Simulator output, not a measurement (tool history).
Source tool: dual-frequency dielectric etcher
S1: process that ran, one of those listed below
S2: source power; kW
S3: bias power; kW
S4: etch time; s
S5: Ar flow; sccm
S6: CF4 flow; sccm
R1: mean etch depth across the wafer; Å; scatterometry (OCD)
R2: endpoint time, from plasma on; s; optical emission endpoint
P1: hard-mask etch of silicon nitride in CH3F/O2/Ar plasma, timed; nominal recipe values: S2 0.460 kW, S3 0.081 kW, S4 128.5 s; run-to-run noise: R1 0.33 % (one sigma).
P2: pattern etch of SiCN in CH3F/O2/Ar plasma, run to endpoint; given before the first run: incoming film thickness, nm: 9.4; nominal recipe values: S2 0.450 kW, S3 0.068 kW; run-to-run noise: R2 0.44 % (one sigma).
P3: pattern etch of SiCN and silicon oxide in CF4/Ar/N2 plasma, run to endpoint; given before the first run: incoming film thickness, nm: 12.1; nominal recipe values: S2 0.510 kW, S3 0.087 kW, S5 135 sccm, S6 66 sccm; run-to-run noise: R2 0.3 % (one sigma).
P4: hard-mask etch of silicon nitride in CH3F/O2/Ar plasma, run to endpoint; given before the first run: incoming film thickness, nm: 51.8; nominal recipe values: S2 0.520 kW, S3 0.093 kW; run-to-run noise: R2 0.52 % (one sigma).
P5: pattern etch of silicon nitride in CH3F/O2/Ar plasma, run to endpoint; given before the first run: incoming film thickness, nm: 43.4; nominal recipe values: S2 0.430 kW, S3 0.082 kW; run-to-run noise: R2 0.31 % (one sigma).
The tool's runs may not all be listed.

{"run": 1, "hour": 7.4, "S1": "P1", "S2": 0.46, "S3": 0.081, "S4": 128.5, "R1": 1012.4}
{"run": 2, "hour": 15.8, "S1": "P1", "S2": 0.46, "S3": 0.081, "S4": 157.0, "R1": 1242.8}
{"run": 3, "hour": 26.9, "S1": "P3", "S2": 0.51, "S3": 0.087, "S5": 135, "S6": 45, "R2": 12.974}
{"run": 4, "hour": 37.8, "S1": "P2", "S2": 0.45, "S3": 0.043, "R2": 29.838}
{"hour": 51.5, "done": "wet clean of the chamber"}
{"run": 5, "hour": 53.5, "S1": "P1", "S2": 0.46, "S3": 0.081, "S4": 128.5, "R1": 1017.1}
{"run": 6, "hour": 66.5, "S1": "P4", "S2": 0.52, "S3": 0.066, "R2": 70.025}
{"run": 7, "hour": 75.9, "S1": "P2", "S2": 0.45, "S3": 0.068, "R2": 25.725}
{"run": 8, "hour": 87.8, "S1": "P1", "S2": 0.46, "S3": 0.105, "S4": 184.5, "R1": 1606.7}
{"run": 9, "hour": 98.3, "S1": "P2", "S2": 0.45, "S3": 0.068, "R2": 25.546}
{"run": 10, "hour": 108.3, "S1": "P5", "S2": 0.43, "S3": 0.063, "R2": 65.007}
{"run": 11, "hour": 121.6, "S1": "P1", "S2": 0.57, "S3": 0.081, "S4": 128.5, "R1": 1098.2}
{"run": 12, "hour": 129.2, "S1": "P1", "S2": 0.46, "S3": 0.101, "S4": 128.5, "R1": 1095.2}
{"run": 13, "hour": 143.8, "S1": "P1", "S2": 0.46, "S3": 0.081, "S4": 128.5, "R1": 1009.9}
{"run": 14, "hour": 151.1, "S1": "P4", "S2": 0.68, "S3": 0.093, "R2": 56.132}
{"run": 15, "hour": 162.2, "S1": "P1", "S2": 0.46, "S3": 0.081, "S4": 70.5, "R1": 553.64}
{"run": 16, "hour": 176.3, "S1": "P1", "S2": 0.46, "S3": 0.081, "S4": 128.5, "R1": 1017.4}
{"run": 17, "hour": 191.0, "S1": "P1", "S2": 0.32, "S3": 0.081, "S4": 128.5, "R1": 878.96}
{"run": 18, "hour": 206.6, "S1": "P5", "S2": 0.53, "S3": 0.082, "R2": 54.843}
{"run": 19, "hour": 221.2, "S1": "P3", "S2": 0.71, "S3": 0.087, "S5": 135, "S6": 66, "R2": 9.1844}
{"run": 20, "hour": 230.0, "S1": "P1", "S2": 0.46, "S3": 0.081, "S4": 128.5, "R1": 1014.3}
{"run": 21, "hour": 240.0, "S1": "P1", "S2": 0.46, "S3": 0.055, "S4": 128.5, "R1": 890.79}
{"run": 22, "hour": 250.5, "S1": "P3", "S2": 0.51, "S3": 0.087, "S5": 135, "S6": 66, "R2": 12.284}
{"run": 23, "hour": 257.9, "S1": "P3", "S2": 0.51, "S3": 0.051, "S5": 135, "S6": 66, "R2": 14.762}
{"run": 24, "hour": 265.1, "S1": "P4", "S2": 0.52, "S3": 0.093, "R2": 62.308}
{"run": 25, "hour": 280.5, "S1": "P1", "S2": 0.28, "S3": 0.081, "S4": 159.5, "R1": 1046.3}
{"run": 26, "hour": 288.6, "S1": "P1", "S2": 0.46, "S3": 0.081, "S4": 128.5, "R1": 1011.6}
{"run": 27, "hour": 296.8, "S1": "P3", "S2": 0.51, "S3": 0.087, "S5": 162, "S6": 66, "R2": 12.555}
{"run": 28, "hour": 306.4, "S1": "P2", "S2": 0.28, "S3": 0.068, "R2": 30.589}
{"run": 29, "hour": 320.3, "S1": "P5", "S2": 0.43, "S3": 0.082, "R2": 59.641}
{"run": 30, "hour": 327.2, "S1": "P1", "S2": 0.46, "S3": 0.081, "S4": 128.5, "R1": 1017.8}
{"run": 31, "hour": 336.6, "S1": "P1", "S2": 0.46, "S3": 0.081, "S4": 128.5, "R1": 1020.4}
{"run": 32, "hour": 347.0, "S1": "P1", "S2": 0.46, "S3": 0.081, "S4": 128.5, "R1": 1024.1}
{"run": 33, "hour": 354.7, "S1": "P1", "S2": 0.46, "S3": 0.081, "S4": 128.5, "R1": 1027.7}
{"run": 34, "hour": 365.5, "S1": "P1", "S2": 0.46, "S3": 0.081, "S4": 128.5, "R1": 1029.5}
{"run": 35, "hour": 374.5, "S1": "P1", "S2": 0.46, "S3": 0.081, "S4": 128.5, "R1": 1027.8}
{"run": 36, "hour": 386.8, "S1": "P1", "S2": 0.46, "S3": 0.081, "S4": 128.5, "R1": 1033.3}
{"hour": 388.1, "done": "wet clean of the chamber"}
{"run": 37, "hour": 399.9, "S1": "P1", "S2": 0.46, "S3": 0.081, "S4": 128.5, "R1": 1031.7}
{"run": 38, "hour": 409.4, "S1": "P1", "S2": 0.46, "S3": 0.081, "S4": 128.5, "R1": 1032.5}
{"run": 39, "hour": 421.6, "S1": "P1", "S2": 0.46, "S3": 0.081, "S4": 128.5, "R1": 1035.5}
{"run": 40, "hour": 436.1, "S1": "P1", "S2": 0.46, "S3": 0.081, "S4": 128.5, "R1": 1035.9}
{"run": 41, "hour": 448.1, "S1": "P1", "S2": 0.46, "S3": 0.081, "S4": 128.5, "R1": 1030.9}

P1 no longer gives what it gave before; its output has crept away from where it was. The following 2 causes, each at its listed size, fit the log equally well:
A: bias power that arrives over what is set, % = 4.78
B: source power that arrives over what is set, % = 4.43
The onset of the drift is placed at about hour 327.2.
All other causes, with the reason each is excluded:
chamber walls in a state that raises the etch rate, %: serviced at hour 388.1, which brought nothing back

You are offered 4 check runs, listed below with question marks in place of their results; each one averages 2 wafers. Which run separates the listed causes by giving clearly different results for each?
{"run": "check 1", "hour": 460.1, "S1": "P2", "S2": 0.45, "S3": 0.068, "R2": "?"}
{"run": "check 2", "hour": 460.1, "S1": "P5", "S2": 0.43, "S3": 0.082, "R2": "?"}
{"run": "check 3", "hour": 460.1, "S1": "P4", "S2": 0.52, "S3": 0.093, "R2": "?"}
{"run": "check 4", "hour": 460.1, "S1": "P3", "S2": 0.51, "S3": 0.087, "S5": 135, "S6": 66, "R2": "?"}

Outcome of each check run for each possible cause:
check=check_1 result=R2 if_A=25.1770 if_B=25.1730
check=check_2 result=R2 if_A=58.6200 if_B=58.6260
check=check_3 result=R2 if_A=61.2380 if_B=61.2610
check=check_4 result=R2 if_A=12.0260 if_B=11.7810
Per check, the gap between the least separated pair of causes, taken in the result that splits them most: check 1 0.02 %; check 2 0.01 %; check 3 0.04 %; check 4 2.06 %
Of the check runs offered, only check 4 discriminates between the causes; the rest would read about the same regardless of which cause applies.

The results of check 4 are: R2 12.0260 s. Based on these, which of the listed causes is it?

A is the cause: bias power that arrives over what is set, %.

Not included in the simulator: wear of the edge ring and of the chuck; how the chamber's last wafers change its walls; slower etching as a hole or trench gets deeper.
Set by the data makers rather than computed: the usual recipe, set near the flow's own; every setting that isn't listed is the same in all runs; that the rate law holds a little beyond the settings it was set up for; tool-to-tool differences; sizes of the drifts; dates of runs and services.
